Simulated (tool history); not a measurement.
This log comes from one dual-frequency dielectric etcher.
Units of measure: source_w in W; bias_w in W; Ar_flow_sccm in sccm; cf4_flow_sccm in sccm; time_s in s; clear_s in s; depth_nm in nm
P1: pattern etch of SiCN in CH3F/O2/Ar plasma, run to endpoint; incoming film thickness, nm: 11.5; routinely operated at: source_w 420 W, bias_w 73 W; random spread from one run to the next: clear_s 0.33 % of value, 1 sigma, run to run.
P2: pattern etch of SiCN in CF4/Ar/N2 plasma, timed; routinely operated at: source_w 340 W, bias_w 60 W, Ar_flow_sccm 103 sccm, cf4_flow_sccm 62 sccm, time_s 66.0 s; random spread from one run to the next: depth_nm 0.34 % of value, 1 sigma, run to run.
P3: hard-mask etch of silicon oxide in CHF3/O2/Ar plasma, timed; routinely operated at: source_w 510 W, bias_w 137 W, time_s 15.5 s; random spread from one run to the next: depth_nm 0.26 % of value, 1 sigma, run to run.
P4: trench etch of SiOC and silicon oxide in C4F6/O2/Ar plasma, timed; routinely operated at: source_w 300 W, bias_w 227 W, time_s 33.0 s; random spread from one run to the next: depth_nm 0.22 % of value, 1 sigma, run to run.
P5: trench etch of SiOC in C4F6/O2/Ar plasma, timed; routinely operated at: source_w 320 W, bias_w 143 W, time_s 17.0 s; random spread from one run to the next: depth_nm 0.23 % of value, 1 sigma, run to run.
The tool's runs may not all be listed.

run	hour	process	source_w	bias_w	Ar_flow_sccm	cf4_flow_sccm	time_s	clear_s	depth_nm
1	11.0	P1	420	73				29.433	
2	17.6	P2	340	60	103	62	66.0		41.203
3	22.7	P4	300	227			48.5		90.999
4	31.7	P2	410	60	103	62	66.0		48.494
5	39.2	P2	340	60	62	62	66.0		44.118
6	48.3	P1	420	73				29.607	
7	57.6	P4	300	227			33.0		61.951
8	62.5	P3	510	192			15.5		30.479
9	70.5	P5	320	143			13.0		22.719
10	81.2	P1	420	73				29.404	
11	90.9	P1	420	73				29.614	
12	100.5	P1	490	86				26.337	
13	105.4	P4	300	227			33.0		61.915
14	112.0	P3	700	137			15.5		30.811
15	123.1	P4	410	227			33.0		69.637
16	128.3	P1	420	47				34.034	
17	137.2	P2	340	60	103	62	94.5		58.862
18	146.1	P3	510	137			15.5		27.330
19	155.3	P5	320	91			17.0		25.993
20	166.2	P1	520	87				25.784	
21	172.1	P3	510	137			15.5		27.270
22	178.1	P1	420	89				27.573	
23	188.6	P2	340	60	103	62	66.0		41.260
24	197.1	P1	420	73				29.477	
25	201.9	P2	340	60	103	37	66.0		37.599
26	211.8	P5	320	143			17.0		29.825
27	222.2	P5	440	143			17.0		33.648
28	227.8	P3	510	137			8.5		14.976
29	234.4	P1	550	102				23.647	
30	243.5	P1	290	73				33.922	
31	250.6	P4	300	268			33.0		65.717
32	258.1	P2	340	48	103	62	66.0		38.050
33	266.3	P1	570	73				26.192	
34	275.5	P1	420	73				29.569	
35	286.3	P1	420	73				29.452	
36	296.1	P1	420	73				29.264	
37	303.4	P1	420	73				29.166	
38	310.0	P1	420	73				29.099	
# hour 316.8: wet clean of the chamber
39	321.0	P1	420	73				29.187	
40	331.8	P1	420	73				29.105	
41	341.5	P1	420	73				29.171	
42	349.1	P1	420	73				29.040	
43	354.2	P1	420	73				28.983	

P1 no longer gives what it gave before; its output has crept away from where it was. The following 2 causes, each at its listed size, fit the log equally well:
A: source power that arrives over what is set, % = 4.54
B: bias power that arrives over what is set, % = 4.82
The drift started at roughly hour 286.3.
Why every other cause is out:
chamber walls in a state that raises the etch rate, %: serviced after onset, at hour 316.8, with no recovery of the prior output

Which of the check runs below tells the causes apart, meaning the causes would give it clearly different results? Each run uses 2 wafers whose results are averaged, and each result is shown as a question mark.
check 1	359.3	P4	300	227			33.0		?
check 2	359.3	P2	340	60	103	62	66.0		?
check 3	359.3	P3	510	137			15.5		?
check 4	359.3	P5	320	143			17.0		?

Outcome of each check run for each possible cause:
check	result	if A	if B
check 1	depth_nm	62.916	62.856
check 2	depth_nm	42.654	41.707
check 3	depth_nm	27.750	27.694
check 4	depth_nm	30.203	30.113
Distance between the nearest two causes, measured in the result of the check that separates them most: check 1 0.1 %; check 2 2.25 %; check 3 0.2 %; check 4 0.3 %
The causes can be told apart only by check 2. The other checks would give nearly the same results under each of them.

Check 2 has now been run. It gave: depth_nm 42.737 nm. Which of the candidate causes is it?

It is A: source power that arrives over what is set, %.
